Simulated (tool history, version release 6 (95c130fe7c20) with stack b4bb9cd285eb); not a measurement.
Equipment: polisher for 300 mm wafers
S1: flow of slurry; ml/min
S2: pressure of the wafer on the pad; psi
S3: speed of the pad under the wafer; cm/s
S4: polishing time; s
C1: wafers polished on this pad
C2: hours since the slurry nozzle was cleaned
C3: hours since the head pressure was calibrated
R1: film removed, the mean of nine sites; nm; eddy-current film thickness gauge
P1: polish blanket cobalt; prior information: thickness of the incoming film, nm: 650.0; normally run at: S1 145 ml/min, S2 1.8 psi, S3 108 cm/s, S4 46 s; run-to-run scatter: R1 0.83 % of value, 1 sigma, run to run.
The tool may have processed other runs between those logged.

run,hour,S1,S2,S3,S4,C1,C2,C3,R1
1,8.3,145,1.8,108,46,372,161.8,194.7,235.48
2,18.3,145,1.8,108,46,529,171.8,204.7,229.82
3,31.8,145,1.8,108,70,742,185.3,218.2,358.13
4,39.8,145,1.8,108,46,867,193.3,226.2,230.94
5,47.4,215,1.8,108,46,987,200.9,233.8,248.64
6,59.3,145,1.8,48,46,1174,212.8,245.7,103.97
7,72.4,145,1.8,74,23,1380,225.9,258.8,79.606
8,86.1,145,2.7,108,46,1596,239.6,272.5,352.33
9,95.3,145,1.8,108,46,1740,248.8,281.7,232.79
10,103.9,100,1.8,108,46,1876,257.4,290.3,217.63
11,116,145,1.8,162,46,2066,269.5,302.4,349.85
12,125.5,205,1.8,108,67,2215,279,311.9,360.07
13,138.3,145,1,108,46,2417,291.8,324.7,129.05
14,149.1,145,1.8,108,31,2587,302.6,335.5,155.45
15,158.7,145,1.8,108,46,2738,312.2,345.1,233.4
16,171.4,145,1.8,108,46,2937,324.9,357.8,233.6
17,183.2,145,1.8,108,46,3123,336.7,369.6,231.45
18,191.7,145,1.8,108,46,3257,345.2,378.1,226.65
19,199.3,145,1.8,108,46,3376,352.8,385.7,224.43
20,207.8,145,1.8,108,46,3510,361.3,394.2,218.83
# hour 213.1: worn pad replaced by a new one
21,219,145,1.8,108,46,92,372.5,405.4,214.89
22,228,145,1.8,108,46,234,381.5,414.4,215.57
23,239.8,145,1.8,108,46,420,393.3,426.2,212.7
24,246.3,145,1.8,108,46,522,399.8,432.7,215.12
25,254,145,1.8,108,46,643,407.5,440.4,211.5
26,265.8,145,1.8,108,46,829,419.3,452.2,212.87

Compared with where it was, what P1 gives has crept away. Each cause listed below fits the log as well as the rest, at the size given for it:
A: head's pressure below its setpoint, % = 9.02
B: slurry flow missing at the pad, % = 35
At approximately hour 183.2, the process output began to creep.
Why every other cause is out:
removal rate lost through wear of the pad, %: maintenance at hour 213.1, after the shift began, did not return the process to its former output

Each of the check runs listed below is run on 3 wafers and reports their average, with the results left as question marks. Pick the one under which the possible causes would lead to clearly different results.
check 1,277.6,145,1.8,108,60,,,,?
check 2,277.6,145,1.8,138,46,,,,?
check 3,277.6,100,1.8,108,46,,,,?
check 4,277.6,145,1.8,132,37,,,,?

Outcome of each check run for each possible cause:
check,result,if A,if B
check 1,R1,275.61,275.65
check 2,R1,270,270.03
check 3,R1,195.22,188.28
check 4,R1,207.73,207.76
Per-check spread between the two closest causes, in the result where they differ most: check 1 0.01 %; check 2 0.01 %; check 3 3.62 %; check 4 0.01 %
Check 3 is the one run that separates the causes; every other check would come out nearly the same whichever cause is at work.

After running check 3, the following was obtained: R1 188.46 nm. Which cause does this point to?

It is B: slurry flow missing at the pad, %.
